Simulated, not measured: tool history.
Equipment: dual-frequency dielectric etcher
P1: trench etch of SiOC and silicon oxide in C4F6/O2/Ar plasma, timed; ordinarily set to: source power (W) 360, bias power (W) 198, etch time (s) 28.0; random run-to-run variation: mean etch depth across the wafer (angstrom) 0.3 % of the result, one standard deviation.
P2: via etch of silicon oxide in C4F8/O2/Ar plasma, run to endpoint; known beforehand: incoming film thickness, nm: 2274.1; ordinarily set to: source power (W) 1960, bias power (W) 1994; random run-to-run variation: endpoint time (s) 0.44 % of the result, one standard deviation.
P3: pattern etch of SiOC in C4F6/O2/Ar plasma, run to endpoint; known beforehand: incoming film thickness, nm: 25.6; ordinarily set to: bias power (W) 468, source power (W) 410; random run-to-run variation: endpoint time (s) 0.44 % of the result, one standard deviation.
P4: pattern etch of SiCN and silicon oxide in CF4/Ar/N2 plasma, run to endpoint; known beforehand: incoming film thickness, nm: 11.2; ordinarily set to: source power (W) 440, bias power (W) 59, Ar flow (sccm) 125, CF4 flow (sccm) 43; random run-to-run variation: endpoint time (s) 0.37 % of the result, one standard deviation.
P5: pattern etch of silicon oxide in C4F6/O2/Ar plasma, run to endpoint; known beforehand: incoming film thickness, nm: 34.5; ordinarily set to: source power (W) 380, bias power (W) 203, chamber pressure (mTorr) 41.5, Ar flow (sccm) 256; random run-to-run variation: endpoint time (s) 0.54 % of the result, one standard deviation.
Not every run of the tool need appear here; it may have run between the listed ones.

run,hour,process that ran,source power (W),bias power (W),etch time (s),Ar flow (sccm),CF4 flow (sccm),chamber pressure (mTorr),mean etch depth across the wafer (angstrom),endpoint time (s)
1,6.4,P1,360,198,28.0,,,,567.11,
2,9.8,P4,440,35,,125,43,,,19.3110
3,14.8,P5,380,203,,351,,41.5,,11.2820
4,21.1,P4,440,59,,125,30,,,17.3140
# hour 24.1: wet clean of the chamber
5,25.1,P3,410,643,,,,,,7.6230
6,30.9,P1,490,198,28.0,,,,643.11,
7,34.8,P1,360,198,35.0,,,,710.79,
8,39.0,P5,380,203,,256,,25.5,,10.3600
9,42.9,P1,360,198,28.0,,,,569.91,
10,47.6,P1,360,198,18.5,,,,377.53,
11,53.2,P5,380,120,,256,,41.5,,12.8780
12,58.5,P1,360,127,28.0,,,,496.02,
13,64.0,P2,1960,2789,,,,,,404.1800
14,67.1,P1,360,278,28.0,,,,638.04,
15,72.8,P1,360,198,28.0,,,,569.98,
16,77.7,P4,330,59,,125,43,,,20.7770
17,83.6,P1,360,198,28.0,,,,574.62,
18,87.2,P2,1200,1994,,,,,,545.9500
19,93.5,P2,1960,1994,,,,,,454.2100
20,97.4,P3,410,468,,,,,,8.5689
21,102.2,P1,280,198,28.0,,,,515.51,
22,105.1,P1,220,259,28.0,,,,516.61,
23,111.1,P5,380,203,,256,,41.5,,10.9540
24,114.9,P5,290,203,,256,,41.5,,12.2730
25,118.1,P4,440,59,,125,43,,,16.1410
26,123.3,P4,440,59,,79,43,,,14.8990
27,129.0,P4,440,59,,125,43,,,16.1620
28,134.4,P2,1960,1994,,,,,,449.7300
29,138.4,P5,380,203,,256,,41.5,,10.9180
30,143.7,P1,360,198,28.0,,,,571.85,
31,148.7,P3,520,468,,,,,,7.9032
32,154.2,P1,360,198,28.0,,,,568.19,
33,158.1,P1,360,198,28.0,,,,570.10,
34,161.5,P1,360,198,28.0,,,,562.61,
35,166.2,P1,360,198,28.0,,,,563.54,
36,170.4,P1,360,198,28.0,,,,565.96,
# hour 171.6: wet clean of the chamber
37,174.7,P1,360,198,28.0,,,,561.01,
38,180.2,P1,360,198,28.0,,,,563.45,
39,184.6,P1,360,198,28.0,,,,563.55,
40,190.5,P1,360,198,28.0,,,,559.21,
41,193.4,P1,360,198,28.0,,,,560.44,
42,198.2,P1,360,198,28.0,,,,560.37,

Something has made what P1 gives creep away from where it was; the 2 causes below, each at its own stated size, fit the log equally well:
A: bias power that arrives under what is set, % = 4.57
B: source power that arrives under what is set, % = 3.85
The gradual shift began around hour 154.2.
Other possible causes, and why each is ruled out:
chamber walls in a state that lowers the etch rate, %: serviced at hour 171.6, after the drift had started, without restoring the earlier output

Of the 4 check runs below, each run on 2 wafers with the results averaged and each result still a question mark, which one would tell the listed causes apart?
check 1,203.0,P4,440,35,,80,43,,,?
check 2,203.0,P3,510,468,,,,,,?
check 3,203.0,P2,1300,2276,,,,,,?
check 4,203.0,P5,380,123,,256,,41.5,,?

Check results expected under each cause:
check,result,if A,if B
check 1,endpoint time (s),17.8920,18.2810
check 2,endpoint time (s),8.0677,8.0480
check 3,endpoint time (s),515.2200,515.8900
check 4,endpoint time (s),12.9220,12.9500
Smallest distance between any two causes, each pair judged by its most separating result, in per cent: check 1 2.15 %; check 2 0.24 %; check 3 0.13 %; check 4 0.22 %
The causes can be told apart only by check 1. The other checks would give nearly the same results under each of them.

Check 1 has now been run. It gave: endpoint time (s) 18.2810. Which of the candidate causes is it?

The cause is B: source power that arrives under what is set, %.
